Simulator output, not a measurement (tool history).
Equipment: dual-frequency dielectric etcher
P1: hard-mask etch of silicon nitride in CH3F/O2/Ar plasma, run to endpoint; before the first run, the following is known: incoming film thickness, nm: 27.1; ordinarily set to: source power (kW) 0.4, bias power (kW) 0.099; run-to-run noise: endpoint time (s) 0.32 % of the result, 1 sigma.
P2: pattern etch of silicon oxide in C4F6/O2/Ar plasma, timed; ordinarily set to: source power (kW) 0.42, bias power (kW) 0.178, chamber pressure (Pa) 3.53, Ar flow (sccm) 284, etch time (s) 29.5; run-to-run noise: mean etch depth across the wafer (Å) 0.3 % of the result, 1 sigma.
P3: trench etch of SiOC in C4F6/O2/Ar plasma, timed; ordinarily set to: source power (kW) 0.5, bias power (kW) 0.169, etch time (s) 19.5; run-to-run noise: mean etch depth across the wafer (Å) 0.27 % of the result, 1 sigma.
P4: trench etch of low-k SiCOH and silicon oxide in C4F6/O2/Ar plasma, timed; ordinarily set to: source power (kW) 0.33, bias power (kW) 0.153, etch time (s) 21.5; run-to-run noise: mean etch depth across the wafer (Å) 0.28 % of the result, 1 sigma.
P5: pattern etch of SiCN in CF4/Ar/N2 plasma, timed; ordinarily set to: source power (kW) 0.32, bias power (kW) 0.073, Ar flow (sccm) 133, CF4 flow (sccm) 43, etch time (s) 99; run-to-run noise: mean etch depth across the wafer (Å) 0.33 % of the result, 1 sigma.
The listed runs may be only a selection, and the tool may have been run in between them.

run,day,process that ran,source power (kW),bias power (kW),Ar flow (sccm),CF4 flow (sccm),etch time (s),chamber pressure (Pa),endpoint time (s),mean etch depth across the wafer (Å)
1,0.588,P1,0.4,0.099,,,,,35.028,
2,0.979,P5,0.32,0.073,133,43,99,,,556.48
3,1.679,P1,0.28,0.119,,,,,37.355,
4,2.388,P5,0.32,0.101,133,43,99,,,632.26
5,2.717,P4,0.21,0.153,,,21.5,,,486.95
6,3.396,P1,0.55,0.099,,,,,31.144,
7,3.996,P3,0.34,0.169,,,19.5,,,367.91
8,4.6,P2,0.42,0.178,284,,29.5,4.6,,936.98
9,5.129,P2,0.42,0.178,284,,16,3.53,,525.65
10,5.521,P1,0.4,0.073,,,,,39.177,
11,6.05,P2,0.58,0.178,284,,29.5,3.53,,1097.1
12,6.446,P2,0.42,0.178,284,,29.5,3.53,,962.66
13,6.975,P1,0.4,0.099,,,,,35.372,
14,7.588,P1,0.4,0.118,,,,,32.837,
15,8.162,P5,0.32,0.073,99,43,99,,,579.42
16,8.562,P1,0.49,0.12,,,,,30.267,
17,8.904,P3,0.5,0.169,,,19.5,,,427.27
18,9.488,P3,0.5,0.169,,,24,,,525.51
19,10.2,P1,0.4,0.099,,,,,35.301,
20,10.888,P4,0.33,0.153,,,21.5,,,580.24
21,11.521,P5,0.32,0.073,133,43,63,,,351.21
22,11.896,P1,0.4,0.099,,,,,35.165,
23,12.312,P1,0.4,0.099,,,,,35.027,
24,12.754,P1,0.25,0.099,,,,,41.878,
25,13.446,P5,0.32,0.073,133,43,99,,,553.19
26,13.812,P3,0.5,0.169,,,19.5,,,429.06
27,14.342,P2,0.42,0.251,284,,29.5,3.53,,1079.3
28,14.7,P3,0.5,0.113,,,19.5,,,379.82
29,15.238,P4,0.33,0.203,,,21.5,,,637.33
30,15.642,P1,0.4,0.099,,,,,35.299,
31,16.046,P5,0.32,0.073,133,53,99,,,572.68
32,16.429,P4,0.33,0.153,,,15.5,,,419.53
# day 16.867: wet clean of the chamber
33,17.175,P5,0.26,0.073,133,43,99,,,465.26
34,17.533,P2,0.42,0.178,220,,29.5,3.53,,986.49
35,18.142,P2,0.42,0.178,284,,29.5,3.53,,962.56
36,18.758,P1,0.4,0.099,,,,,35.291,
37,19.438,P1,0.4,0.099,,,,,35.462,
38,19.804,P1,0.4,0.099,,,,,35.381,
39,20.212,P1,0.4,0.099,,,,,35.727,
40,20.604,P1,0.4,0.099,,,,,35.671,
41,21.008,P1,0.4,0.099,,,,,35.449,
42,21.729,P1,0.4,0.099,,,,,35.712,
# day 22.283: wet clean of the chamber
43,22.417,P1,0.4,0.099,,,,,35.394,
44,22.9,P1,0.4,0.099,,,,,35.701,
45,23.242,P1,0.4,0.099,,,,,35.783,
46,23.988,P1,0.4,0.099,,,,,35.726,

The output of P1 has drifted from where it used to be. Each of the 2 causes below, taken at the size shown beside it, accounts for the log equally well:
A: bias power that arrives under what is set, % = 4.35
B: source power that arrives under what is set, % = 4.26
The process output started creeping at around day 18.758.
Other possible causes, and why each is ruled out:
chamber walls in a state that lowers the etch rate, %: maintenance at day 22.283, after the shift began, did not return the process to its former output

The 4 check runs listed below each average the results of 2 wafers, and their outcomes are marked with question marks. Under which run would the listed causes produce clearly different results?
check 1,24.733,P2,0.42,0.225,284,,22.5,3.53,,?
check 2,24.733,P3,0.5,0.135,,,19.5,,,?
check 3,24.733,P4,0.27,0.153,,,21.5,,,?
check 4,24.733,P5,0.32,0.073,133,51,67.5,,,?

How each check would come out, cause by cause:
check,result,if A,if B
check 1,mean etch depth across the wafer (Å),782.06,780.39
check 2,mean etch depth across the wafer (Å),394.95,393.18
check 3,mean etch depth across the wafer (Å),530.03,528.41
check 4,mean etch depth across the wafer (Å),381.65,373.98
Smallest distance between any two causes, each pair judged by its most separating result, in per cent: check 1 0.21 %; check 2 0.45 %; check 3 0.31 %; check 4 2.03 %
Check 4 is the one run that separates the causes; every other check would come out nearly the same whichever cause is at work.

After running check 4, the following was obtained: mean etch depth across the wafer (Å) 374.11. Which cause does this point to?

It is B: source power that arrives under what is set, %.
